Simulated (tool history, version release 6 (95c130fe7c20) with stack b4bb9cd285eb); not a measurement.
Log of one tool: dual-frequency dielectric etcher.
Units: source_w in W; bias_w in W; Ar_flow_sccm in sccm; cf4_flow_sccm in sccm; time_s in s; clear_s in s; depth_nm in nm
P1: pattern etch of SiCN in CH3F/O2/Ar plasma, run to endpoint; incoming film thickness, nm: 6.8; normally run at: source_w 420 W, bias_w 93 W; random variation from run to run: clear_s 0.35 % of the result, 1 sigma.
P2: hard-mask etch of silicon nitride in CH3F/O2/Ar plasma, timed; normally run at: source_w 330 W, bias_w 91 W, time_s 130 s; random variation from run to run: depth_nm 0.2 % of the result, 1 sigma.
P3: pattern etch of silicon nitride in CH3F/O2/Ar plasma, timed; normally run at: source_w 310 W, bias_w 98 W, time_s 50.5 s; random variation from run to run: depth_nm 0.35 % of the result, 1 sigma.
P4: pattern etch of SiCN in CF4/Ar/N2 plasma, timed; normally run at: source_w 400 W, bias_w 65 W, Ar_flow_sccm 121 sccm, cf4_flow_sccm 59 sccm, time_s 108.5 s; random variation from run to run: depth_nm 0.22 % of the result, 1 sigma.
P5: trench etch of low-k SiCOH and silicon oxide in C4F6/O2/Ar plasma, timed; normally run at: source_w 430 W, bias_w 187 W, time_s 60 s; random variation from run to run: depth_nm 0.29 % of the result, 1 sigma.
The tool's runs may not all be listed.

run	hour	process	source_w	bias_w	Ar_flow_sccm	cf4_flow_sccm	time_s	hours since the last wet clean	hours since the last source power generator calibration	hours since the last bias power generator calibration	clear_s	depth_nm
1	7.4	P1	420	93				115.8	2289.4	1516.2	15.808	
2	16.2	P4	400	65	121	59	145	124.6	2298.2	1525		102.99
3	28.1	P1	420	70				136.5	2310.1	1536.9	17.444	
4	40.4	P5	590	187			60	148.8	2322.4	1549.2		228.71
5	52.5	P1	510	73				160.9	2334.5	1561.3	15.997	
6	61.1	P4	400	39	121	59	108.5	169.5	2343.1	1569.9		64.811
7	68.7	P5	430	223			60	177.1	2350.7	1577.5		213.59
8	78.8	P4	400	65	121	59	108.5	187.2	2360.8	1587.6		77.108
9	92	P2	330	74			130	200.4	2374	1600.8		84.015
10	103.7	P1	320	93				212.1	2385.7	1612.5	17.536	
11	117.1	P4	400	65	121	59	108.5	225.5	2399.1	1625.9		77.058
12	133.2	P2	330	91			88.5	241.6	2415.2	1642		61.773
13	141.2	P5	430	187			60	249.6	2423.2	1650		202.57
14	153.3	P1	420	93				261.7	2435.3	1662.1	15.848	
15	161.7	P3	310	98			50.5	270.1	2443.7	1670.5		35.9
16	176	P3	310	69			50.5	284.4	2458	1684.8		31.633
# hour 177.8: wet clean of the chamber
17	189.4	P1	350	76				11.6	2471.4	1698.2	18.149	
18	203.8	P1	420	130				26	2485.8	1712.6	13.939	
19	210.7	P1	420	93				32.9	2492.7	1719.5	15.827	
20	218.9	P5	430	187			40	41.1	2500.9	1727.7		134.49
21	233.3	P5	430	187			60	55.5	2515.3	1742.1		202.54
22	241.4	P3	200	98			50.5	63.6	2523.4	1750.2		30.391
23	249	P4	540	65	121	59	108.5	71.2	2531	1757.8		100.55
24	263.5	P4	400	65	121	43	108.5	85.7	2545.5	1772.3		72.881
25	272	P3	310	98			50.5	94.2	2554	1780.8		35.902
26	280.6	P1	560	93				102.8	2562.6	1789.4	14.174	
27	290.7	P4	400	65	82	59	108.5	112.9	2572.7	1799.5		82.312
28	301.9	P2	450	91			130	124.1	2583.9	1810.7		101.41
29	312.4	P3	310	98			29.5	134.6	2594.4	1821.2		20.95
30	327.1	P2	330	91			130	149.3	2609.1	1835.9		90.13
31	341.7	P1	420	93				163.9	2623.7	1850.5	15.873	
32	351.8	P1	420	93				174	2633.8	1860.6	15.755	
33	359	P1	420	93				181.2	2641	1867.8	15.681	
34	368.8	P1	420	93				191	2650.8	1877.6	15.619	
35	379.9	P1	420	93				202.1	2661.9	1888.7	15.452	
36	393	P1	420	93				215.2	2675	1901.8	15.553	
# hour 394.1: wet clean of the chamber
37	404.2	P1	420	93				10.2	2686.2	1913	15.52	
38	411.3	P1	420	93				17.3	2693.3	1920.1	15.493	

What P1 gives has crept away from where it was. These 2 causes fit the log equally well, each at the size given:
A: source power that arrives over what is set, % = 4.9
B: bias power that arrives over what is set, % = 4.87
The creep began at about hour 351.8.
Why every other cause is out:
chamber walls in a state that raises the etch rate, %: serviced at hour 394.1, which brought nothing back

4 check runs are offered, one wafer each, their results left as question marks. Which one tells the causes apart?
check 1	418.4	P3	310	73			35.5					?
check 2	418.4	P4	400	50	121	59	108.5					?
check 3	418.4	P2	410	74			130					?
check 4	418.4	P5	560	187			60					?

What each check would give under each cause:
check	result	if A	if B
check 1	depth_nm	23.041	23.012
check 2	depth_nm	73.327	71.471
check 3	depth_nm	92.926	92.772
check 4	depth_nm	228.75	227.86
How far apart the two closest causes lie, in the result that separates them most: check 1 0.13 %; check 2 2.56 %; check 3 0.17 %; check 4 0.39 %
Check 2 tells the causes apart: in the others they would give nearly the same result.

Then check 2 was run and gave: depth_nm 73.453 nm. Which cause is it?

It is A: source power that arrives over what is set, %.
